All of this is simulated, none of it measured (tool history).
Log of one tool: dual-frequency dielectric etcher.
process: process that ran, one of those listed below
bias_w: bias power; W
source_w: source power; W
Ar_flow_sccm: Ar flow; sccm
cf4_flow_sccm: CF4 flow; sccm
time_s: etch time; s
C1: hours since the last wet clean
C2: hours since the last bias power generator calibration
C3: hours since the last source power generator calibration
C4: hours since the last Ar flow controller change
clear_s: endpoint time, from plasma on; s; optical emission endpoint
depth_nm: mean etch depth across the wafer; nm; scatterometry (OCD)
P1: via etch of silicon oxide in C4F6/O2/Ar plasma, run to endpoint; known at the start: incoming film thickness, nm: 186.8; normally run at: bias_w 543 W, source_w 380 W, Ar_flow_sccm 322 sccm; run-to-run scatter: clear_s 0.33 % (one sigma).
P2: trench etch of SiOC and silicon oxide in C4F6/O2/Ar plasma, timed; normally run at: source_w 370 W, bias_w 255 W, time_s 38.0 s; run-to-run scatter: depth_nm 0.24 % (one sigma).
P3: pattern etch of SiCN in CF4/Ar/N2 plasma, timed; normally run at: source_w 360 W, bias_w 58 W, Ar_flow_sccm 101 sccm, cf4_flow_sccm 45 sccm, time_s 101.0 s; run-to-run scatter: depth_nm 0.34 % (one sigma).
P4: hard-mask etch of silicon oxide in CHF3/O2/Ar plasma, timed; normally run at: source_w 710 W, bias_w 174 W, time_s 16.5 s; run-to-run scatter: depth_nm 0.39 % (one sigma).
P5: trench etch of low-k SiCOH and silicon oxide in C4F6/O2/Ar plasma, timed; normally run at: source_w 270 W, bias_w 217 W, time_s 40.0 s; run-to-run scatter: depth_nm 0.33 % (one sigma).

Run 1, hour 7.5: process P1, bias_w 543 W, source_w 380 W, Ar_flow_sccm 322 sccm; C1 64.8; C2 1572.7; C3 1388.7; C4 862.7. Result: clear_s 42.149 s.
Run 2, hour 18.5: process P1, bias_w 543 W, source_w 380 W, Ar_flow_sccm 322 sccm; C1 75.8; C2 1583.7; C3 1399.7; C4 873.7. Result: clear_s 42.070 s.
Run 3, hour 30.4: process P1, bias_w 543 W, source_w 380 W, Ar_flow_sccm 322 sccm; C1 87.7; C2 1595.6; C3 1411.6; C4 885.6. Result: clear_s 42.280 s.
Run 4, hour 40.0: process P1, bias_w 543 W, source_w 380 W, Ar_flow_sccm 322 sccm; C1 97.3; C2 1605.2; C3 1421.2; C4 895.2. Result: clear_s 41.912 s.
Run 5, hour 49.7: process P3, bias_w 58 W, source_w 230 W, Ar_flow_sccm 101 sccm, cf4_flow_sccm 45 sccm, time_s 101.0 s; C1 107.0; C2 1614.9; C3 1430.9; C4 904.9. Result: depth_nm 40.023 nm.
Run 6, hour 59.0: process P1, bias_w 369 W, source_w 380 W, Ar_flow_sccm 322 sccm; C1 116.3; C2 1624.2; C3 1440.2; C4 914.2. Result: clear_s 48.632 s.
Run 7, hour 68.4: process P5, bias_w 217 W, source_w 190 W, time_s 40.0 s; C1 125.7; C2 1633.6; C3 1449.6; C4 923.6. Result: depth_nm 102.850 nm.
Run 8, hour 78.1: process P4, bias_w 174 W, source_w 990 W, time_s 16.5 s; C1 135.4; C2 1643.3; C3 1459.3; C4 933.3. Result: depth_nm 38.697 nm.
Run 9, hour 83.7: process P1, bias_w 647 W, source_w 380 W, Ar_flow_sccm 391 sccm; C1 141.0; C2 1648.9; C3 1464.9; C4 938.9. Result: clear_s 40.165 s.
Run 10, hour 89.4: process P5, bias_w 217 W, source_w 270 W, time_s 24.5 s; C1 146.7; C2 1654.6; C3 1470.6; C4 944.6. Result: depth_nm 71.771 nm.
At hour 100.2: source power generator calibrated.
Run 11, hour 101.1: process P1, bias_w 543 W, source_w 380 W, Ar_flow_sccm 322 sccm; C1 158.4; C2 1666.3; C3 0.9; C4 956.3. Result: clear_s 42.228 s.
Run 12, hour 108.7: process P3, bias_w 40 W, source_w 360 W, Ar_flow_sccm 101 sccm, cf4_flow_sccm 45 sccm, time_s 101.0 s; C1 166.0; C2 1673.9; C3 8.5; C4 963.9. Result: depth_nm 51.840 nm.
Run 13, hour 120.4: process P1, bias_w 543 W, source_w 380 W, Ar_flow_sccm 322 sccm; C1 177.7; C2 1685.6; C3 20.2; C4 975.6. Result: clear_s 42.044 s.
Run 14, hour 129.3: process P3, bias_w 58 W, source_w 360 W, Ar_flow_sccm 128 sccm, cf4_flow_sccm 45 sccm, time_s 101.0 s; C1 186.6; C2 1694.5; C3 29.1; C4 984.5. Result: depth_nm 56.590 nm.
Run 15, hour 134.9: process P5, bias_w 145 W, source_w 270 W, time_s 40.0 s; C1 192.2; C2 1700.1; C3 34.7; C4 990.1. Result: depth_nm 102.580 nm.
Run 16, hour 142.1: process P5, bias_w 217 W, source_w 270 W, time_s 40.0 s; C1 199.4; C2 1707.3; C3 41.9; C4 997.3. Result: depth_nm 117.560 nm.
Run 17, hour 149.0: process P2, bias_w 255 W, source_w 370 W, time_s 23.0 s; C1 206.3; C2 1714.2; C3 48.8; C4 1004.2. Result: depth_nm 49.844 nm.
Run 18, hour 158.1: process P4, bias_w 174 W, source_w 710 W, time_s 16.5 s; C1 215.4; C2 1723.3; C3 57.9; C4 1013.3. Result: depth_nm 34.246 nm.
Run 19, hour 168.3: process P1, bias_w 543 W, source_w 380 W, Ar_flow_sccm 449 sccm; C1 225.6; C2 1733.5; C3 68.1; C4 1023.5. Result: clear_s 43.842 s.
Run 20, hour 176.1: process P1, bias_w 373 W, source_w 470 W, Ar_flow_sccm 322 sccm; C1 233.4; C2 1741.3; C3 75.9; C4 1031.3. Result: clear_s 44.530 s.
Run 21, hour 183.2: process P1, bias_w 543 W, source_w 300 W, Ar_flow_sccm 322 sccm; C1 240.5; C2 1748.4; C3 83.0; C4 1038.4. Result: clear_s 45.957 s.
Run 22, hour 189.1: process P1, bias_w 331 W, source_w 300 W, Ar_flow_sccm 322 sccm; C1 246.4; C2 1754.3; C3 88.9; C4 1044.3. Result: clear_s 55.081 s.
Run 23, hour 199.3: process P3, bias_w 58 W, source_w 360 W, Ar_flow_sccm 101 sccm, cf4_flow_sccm 45 sccm, time_s 101.0 s; C1 256.6; C2 1764.5; C3 99.1; C4 1054.5. Result: depth_nm 59.133 nm.
Run 24, hour 207.1: process P4, bias_w 174 W, source_w 710 W, time_s 12.5 s; C1 264.4; C2 1772.3; C3 106.9; C4 1062.3. Result: depth_nm 25.881 nm.
Run 25, hour 217.1: process P4, bias_w 243 W, source_w 710 W, time_s 16.5 s; C1 274.4; C2 1782.3; C3 116.9; C4 1072.3. Result: depth_nm 38.126 nm.
Run 26, hour 225.4: process P1, bias_w 543 W, source_w 520 W, Ar_flow_sccm 322 sccm; C1 282.7; C2 1790.6; C3 125.2; C4 1080.6. Result: clear_s 37.839 s.
Run 27, hour 236.4: process P2, bias_w 301 W, source_w 370 W, time_s 38.0 s; C1 293.7; C2 1801.6; C3 136.2; C4 1091.6. Result: depth_nm 87.152 nm.
Run 28, hour 247.9: process P1, bias_w 715 W, source_w 380 W, Ar_flow_sccm 322 sccm; C1 305.2; C2 1813.1; C3 147.7; C4 1103.1. Result: clear_s 37.741 s.
Run 29, hour 258.8: process P2, bias_w 255 W, source_w 370 W, time_s 38.0 s; C1 316.1; C2 1824.0; C3 158.6; C4 1114.0. Result: depth_nm 82.375 nm.
Run 30, hour 265.4: process P3, bias_w 58 W, source_w 360 W, Ar_flow_sccm 101 sccm, cf4_flow_sccm 45 sccm, time_s 148.5 s; C1 322.7; C2 1830.6; C3 165.2; C4 1120.6. Result: depth_nm 87.356 nm.
Run 31, hour 270.6: process P4, bias_w 174 W, source_w 710 W, time_s 16.5 s; C1 327.9; C2 1835.8; C3 170.4; C4 1125.8. Result: depth_nm 34.062 nm.
Run 32, hour 278.7: process P3, bias_w 58 W, source_w 360 W, Ar_flow_sccm 101 sccm, cf4_flow_sccm 63 sccm, time_s 101.0 s; C1 336.0; C2 1843.9; C3 178.5; C4 1133.9. Result: depth_nm 62.675 nm.
Run 33, hour 289.8: process P1, bias_w 543 W, source_w 380 W, Ar_flow_sccm 322 sccm; C1 347.1; C2 1855.0; C3 189.6; C4 1145.0. Result: clear_s 42.214 s.
Run 34, hour 301.4: process P2, bias_w 255 W, source_w 230 W, time_s 38.0 s; C1 358.7; C2 1866.6; C3 201.2; C4 1156.6. Result: depth_nm 69.213 nm.
Run 35, hour 306.7: process P1, bias_w 543 W, source_w 380 W, Ar_flow_sccm 215 sccm; C1 364.0; C2 1871.9; C3 206.5; C4 1161.9. Result: clear_s 40.172 s.
Run 36, hour 314.5: process P1, bias_w 543 W, source_w 380 W, Ar_flow_sccm 322 sccm; C1 371.8; C2 1879.7; C3 214.3; C4 1169.7. Result: clear_s 42.288 s.
Run 37, hour 321.6: process P1, bias_w 543 W, source_w 380 W, Ar_flow_sccm 322 sccm; C1 378.9; C2 1886.8; C3 221.4; C4 1176.8. Result: clear_s 41.784 s.
Run 38, hour 331.4: process P1, bias_w 543 W, source_w 380 W, Ar_flow_sccm 322 sccm; C1 388.7; C2 1896.6; C3 231.2; C4 1186.6. Result: clear_s 41.626 s.
Run 39, hour 342.7: process P1, bias_w 543 W, source_w 380 W, Ar_flow_sccm 322 sccm; C1 400.0; C2 1907.9; C3 242.5; C4 1197.9. Result: clear_s 41.763 s.
Run 40, hour 351.4: process P1, bias_w 543 W, source_w 380 W, Ar_flow_sccm 322 sccm; C1 408.7; C2 1916.6; C3 251.2; C4 1206.6. Result: clear_s 41.923 s.
Run 41, hour 357.7: process P1, bias_w 543 W, source_w 380 W, Ar_flow_sccm 322 sccm; C1 415.0; C2 1922.9; C3 257.5; C4 1212.9. Result: clear_s 41.487 s.
At hour 358.2: Ar flow controller replaced.
Run 42, hour 367.5: process P1, bias_w 543 W, source_w 380 W, Ar_flow_sccm 322 sccm; C1 424.8; C2 1932.7; C3 267.3; C4 9.4. Result: clear_s 41.417 s.
Run 43, hour 377.3: process P1, bias_w 543 W, source_w 380 W, Ar_flow_sccm 322 sccm; C1 434.6; C2 1942.5; C3 277.1; C4 19.2. Result: clear_s 41.535 s.
At hour 381.4: wet clean of the chamber.
Run 44, hour 388.6: process P1, bias_w 543 W, source_w 380 W, Ar_flow_sccm 322 sccm; C1 7.3; C2 1953.8; C3 288.4; C4 30.5. Result: clear_s 41.433 s.
Run 45, hour 400.4: process P1, bias_w 543 W, source_w 380 W, Ar_flow_sccm 322 sccm; C1 19.1; C2 1965.6; C3 300.2; C4 42.3. Result: clear_s 41.623 s.
Run 46, hour 406.7: process P1, bias_w 543 W, source_w 380 W, Ar_flow_sccm 322 sccm; C1 25.4; C2 1971.9; C3 306.5; C4 48.6. Result: clear_s 41.521 s.
Run 47, hour 414.0: process P1, bias_w 543 W, source_w 380 W, Ar_flow_sccm 322 sccm; C1 32.7; C2 1979.2; C3 313.8; C4 55.9. Result: clear_s 41.321 s.

What P1 gives has crept away from where it was. These 2 causes fit the log equally well, each at the size given:
A: bias power that arrives over what is set, % = 4.37
B: source power that arrives over what is set, % = 4.53
The creep began at about hour 314.5.
Why every other cause is out:
chamber walls in a state that raises the etch rate, %: serviced at hour 381.4, which brought nothing back
Ar flow that arrives under what is set, %: serviced at hour 358.2, which brought nothing back

4 check runs are offered, each on 2 wafers whose results are averaged, their results left as question marks. Which one tells the causes apart?
Run check 1, hour 421.3: process P2, bias_w 295 W, source_w 240 W, time_s 38.0 s. Result: depth_nm ?.
Run check 2, hour 421.3: process P4, bias_w 215 W, source_w 940 W, time_s 16.5 s. Result: depth_nm ?.
Run check 3, hour 421.3: process P5, bias_w 151 W, source_w 270 W, time_s 40.0 s. Result: depth_nm ?.
Run check 4, hour 421.3: process P3, bias_w 42 W, source_w 260 W, Ar_flow_sccm 101 sccm, cf4_flow_sccm 45 sccm, time_s 101.0 s. Result: depth_nm ?.

What each check would give under each cause:
  check    result     if A     if B
check 1  depth_nm   74.885   74.975
check 2  depth_nm   41.288   41.388
check 3  depth_nm  105.520  105.920
check 4  depth_nm   40.344   41.322
How far apart the two closest causes lie, in the result that separates them most: check 1 0.12 %; check 2 0.24 %; check 3 0.38 %; check 4 2.4 %
Check 4 tells the causes apart: in the others they would give nearly the same result.

Check 4 was then run and gave: depth_nm 40.165 nm. Which cause is it?

It is A: bias power that arrives over what is set, %.

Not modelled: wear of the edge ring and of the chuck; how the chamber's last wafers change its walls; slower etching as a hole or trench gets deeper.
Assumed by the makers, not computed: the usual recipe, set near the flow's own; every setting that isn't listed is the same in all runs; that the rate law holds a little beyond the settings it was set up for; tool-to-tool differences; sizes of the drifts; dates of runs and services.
